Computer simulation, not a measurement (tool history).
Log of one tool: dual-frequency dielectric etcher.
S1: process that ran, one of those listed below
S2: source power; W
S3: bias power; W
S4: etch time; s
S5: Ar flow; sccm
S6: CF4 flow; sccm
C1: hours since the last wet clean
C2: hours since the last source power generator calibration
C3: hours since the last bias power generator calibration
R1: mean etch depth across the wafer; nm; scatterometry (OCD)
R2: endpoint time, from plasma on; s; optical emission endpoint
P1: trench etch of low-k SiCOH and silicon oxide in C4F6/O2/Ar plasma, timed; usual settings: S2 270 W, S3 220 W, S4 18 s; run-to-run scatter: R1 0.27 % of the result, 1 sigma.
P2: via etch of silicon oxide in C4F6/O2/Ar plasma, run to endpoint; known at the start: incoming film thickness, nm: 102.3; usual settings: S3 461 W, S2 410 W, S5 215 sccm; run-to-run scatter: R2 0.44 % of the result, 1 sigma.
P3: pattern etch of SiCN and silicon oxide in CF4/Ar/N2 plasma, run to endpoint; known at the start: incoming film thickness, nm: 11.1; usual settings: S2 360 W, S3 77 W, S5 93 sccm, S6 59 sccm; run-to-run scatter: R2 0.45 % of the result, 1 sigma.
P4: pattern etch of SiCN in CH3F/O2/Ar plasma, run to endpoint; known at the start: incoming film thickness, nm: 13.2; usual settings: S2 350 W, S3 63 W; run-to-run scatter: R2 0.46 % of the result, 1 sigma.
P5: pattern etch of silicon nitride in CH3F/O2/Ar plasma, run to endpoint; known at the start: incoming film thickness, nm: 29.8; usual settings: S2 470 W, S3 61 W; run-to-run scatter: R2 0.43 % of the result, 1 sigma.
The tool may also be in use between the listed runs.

{"run": 1, "hour": 4.4, "S1": "P1", "S2": 270, "S3": 220, "S4": 18, "C1": 376.8, "C2": 1186.8, "C3": 3004.9, "R1": 49.58}
{"run": 2, "hour": 9.9, "S1": "P1", "S2": 270, "S3": 220, "S4": 25, "C1": 382.3, "C2": 1192.3, "C3": 3010.4, "R1": 69.137}
{"run": 3, "hour": 18.2, "S1": "P2", "S2": 410, "S3": 586, "S5": 215, "C1": 390.6, "C2": 1200.6, "C3": 3018.7, "R2": 20.635}
{"run": 4, "hour": 25.7, "S1": "P5", "S2": 470, "S3": 61, "C1": 398.1, "C2": 1208.1, "C3": 3026.2, "R2": 44.141}
{"run": 5, "hour": 33.7, "S1": "P5", "S2": 470, "S3": 42, "C1": 406.1, "C2": 1216.1, "C3": 3034.2, "R2": 49.647}
{"run": 6, "hour": 39.4, "S1": "P3", "S2": 360, "S3": 47, "S5": 93, "S6": 59, "C1": 411.8, "C2": 1221.8, "C3": 3039.9, "R2": 18.979}
{"run": 7, "hour": 45.7, "S1": "P1", "S2": 270, "S3": 275, "S4": 18, "C1": 418.1, "C2": 1228.1, "C3": 3046.2, "R1": 53.759}
{"run": 8, "hour": 49.5, "S1": "P1", "S2": 330, "S3": 220, "S4": 18, "C1": 421.9, "C2": 1231.9, "C3": 3050.0, "R1": 53.531}
{"hour": 55.3, "done": "wet clean of the chamber"}
{"run": 9, "hour": 57.6, "S1": "P3", "S2": 360, "S3": 77, "S5": 93, "S6": 59, "C1": 2.4, "C2": 1240.0, "C3": 3058.1, "R2": 16.135}
{"run": 10, "hour": 65.1, "S1": "P2", "S2": 250, "S3": 461, "S5": 215, "C1": 9.9, "C2": 1247.5, "C3": 3065.6, "R2": 27.384}
{"run": 11, "hour": 71.0, "S1": "P1", "S2": 270, "S3": 148, "S4": 18, "C1": 15.8, "C2": 1253.4, "C3": 3071.5, "R1": 43.771}
{"run": 12, "hour": 77.9, "S1": "P1", "S2": 270, "S3": 220, "S4": 18, "C1": 22.7, "C2": 1260.3, "C3": 3078.4, "R1": 49.809}
{"hour": 83.3, "done": "bias power generator calibrated"}
{"run": 13, "hour": 83.6, "S1": "P1", "S2": 270, "S3": 220, "S4": 18, "C1": 28.4, "C2": 1266.0, "C3": 0.3, "R1": 49.513}
{"run": 14, "hour": 92.4, "S1": "P1", "S2": 270, "S3": 220, "S4": 18, "C1": 37.2, "C2": 1274.8, "C3": 9.1, "R1": 49.748}
{"run": 15, "hour": 97.5, "S1": "P2", "S2": 410, "S3": 461, "S5": 215, "C1": 42.3, "C2": 1279.9, "C3": 14.2, "R2": 22.581}
{"run": 16, "hour": 104.5, "S1": "P5", "S2": 630, "S3": 61, "C1": 49.3, "C2": 1286.9, "C3": 21.2, "R2": 39.998}
{"run": 17, "hour": 111.7, "S1": "P1", "S2": 270, "S3": 220, "S4": 12, "C1": 56.5, "C2": 1294.1, "C3": 28.4, "R1": 33.056}
{"run": 18, "hour": 117.4, "S1": "P1", "S2": 160, "S3": 156, "S4": 18, "C1": 62.2, "C2": 1299.8, "C3": 34.1, "R1": 36.089}
{"run": 19, "hour": 125.3, "S1": "P4", "S2": 350, "S3": 87, "C1": 70.1, "C2": 1307.7, "C3": 42.0, "R2": 34.068}
{"hour": 125.4, "done": "source power generator calibrated"}
{"run": 20, "hour": 134.0, "S1": "P3", "S2": 230, "S3": 77, "S5": 93, "S6": 59, "C1": 78.8, "C2": 8.6, "C3": 50.7, "R2": 23.913}
{"run": 21, "hour": 142.1, "S1": "P4", "S2": 480, "S3": 63, "C1": 86.9, "C2": 16.7, "C3": 58.8, "R2": 33.789}
{"run": 22, "hour": 147.0, "S1": "P4", "S2": 350, "S3": 63, "C1": 91.8, "C2": 21.6, "C3": 63.7, "R2": 38.239}
{"run": 23, "hour": 154.5, "S1": "P3", "S2": 360, "S3": 77, "S5": 93, "S6": 46, "C1": 99.3, "C2": 29.1, "C3": 71.2, "R2": 16.793}
{"run": 24, "hour": 162.8, "S1": "P1", "S2": 180, "S3": 220, "S4": 18, "C1": 107.6, "C2": 37.4, "C3": 79.5, "R1": 42.518}
{"run": 25, "hour": 169.7, "S1": "P5", "S2": 470, "S3": 61, "C1": 114.5, "C2": 44.3, "C3": 86.4, "R2": 44.093}
{"run": 26, "hour": 175.6, "S1": "P3", "S2": 360, "S3": 77, "S5": 55, "S6": 59, "C1": 120.4, "C2": 50.2, "C3": 92.3, "R2": 15.02}
{"run": 27, "hour": 184.1, "S1": "P2", "S2": 410, "S3": 461, "S5": 264, "C1": 128.9, "C2": 58.7, "C3": 100.8, "R2": 23.289}
{"run": 28, "hour": 192.1, "S1": "P1", "S2": 270, "S3": 220, "S4": 18, "C1": 136.9, "C2": 66.7, "C3": 108.8, "R1": 49.634}
{"run": 29, "hour": 199.8, "S1": "P1", "S2": 270, "S3": 220, "S4": 18, "C1": 144.6, "C2": 74.4, "C3": 116.5, "R1": 49.186}
{"run": 30, "hour": 204.4, "S1": "P1", "S2": 270, "S3": 220, "S4": 18, "C1": 149.2, "C2": 79.0, "C3": 121.1, "R1": 49.035}
{"run": 31, "hour": 210.6, "S1": "P1", "S2": 270, "S3": 220, "S4": 18, "C1": 155.4, "C2": 85.2, "C3": 127.3, "R1": 48.954}
{"hour": 213.2, "done": "wet clean of the chamber"}
{"run": 32, "hour": 216.3, "S1": "P1", "S2": 270, "S3": 220, "S4": 18, "C1": 3.1, "C2": 90.9, "C3": 133.0, "R1": 49.089}
{"run": 33, "hour": 221.7, "S1": "P1", "S2": 270, "S3": 220, "S4": 18, "C1": 8.5, "C2": 96.3, "C3": 138.4, "R1": 49.131}
{"run": 34, "hour": 226.1, "S1": "P1", "S2": 270, "S3": 220, "S4": 18, "C1": 12.9, "C2": 100.7, "C3": 142.8, "R1": 49.112}

What P1 gives has crept away from where it was. These 2 causes fit the log equally well, each at the size given:
A: source power that arrives under what is set, % = 3.71
B: bias power that arrives under what is set, % = 4.19
The creep began at about hour 192.1.
Why every other cause is out:
chamber walls in a state that lowers the etch rate, %: serviced at hour 213.2, which brought nothing back

4 check runs are offered, each on 3 wafers whose results are averaged, their results left as question marks. Which one tells the causes apart?
{"run": "check 1", "hour": 230.5, "S1": "P2", "S2": 310, "S3": 461, "S5": 215, "R2": "?"}
{"run": "check 2", "hour": 230.5, "S1": "P5", "S2": 470, "S3": 45, "R2": "?"}
{"run": "check 3", "hour": 230.5, "S1": "P4", "S2": 350, "S3": 81, "R2": "?"}
{"run": "check 4", "hour": 230.5, "S1": "P3", "S2": 360, "S3": 58, "S5": 63, "S6": 59, "R2": "?"}

What each check would give under each cause:
check=check_1 result=R2 if_A=25.516 if_B=25.568
check=check_2 result=R2 if_A=49.466 if_B=49.358
check=check_3 result=R2 if_A=35.425 if_B=35.479
check=check_4 result=R2 if_A=17.305 if_B=16.957
How far apart the two closest causes lie, in the result that separates them most: check 1 0.2 %; check 2 0.22 %; check 3 0.15 %; check 4 2.03 %
Check 4 tells the causes apart: in the others they would give nearly the same result.

Check 4 was then run and gave: R2 16.892 s. Which cause is it?

It is B: bias power that arrives under what is set, %.
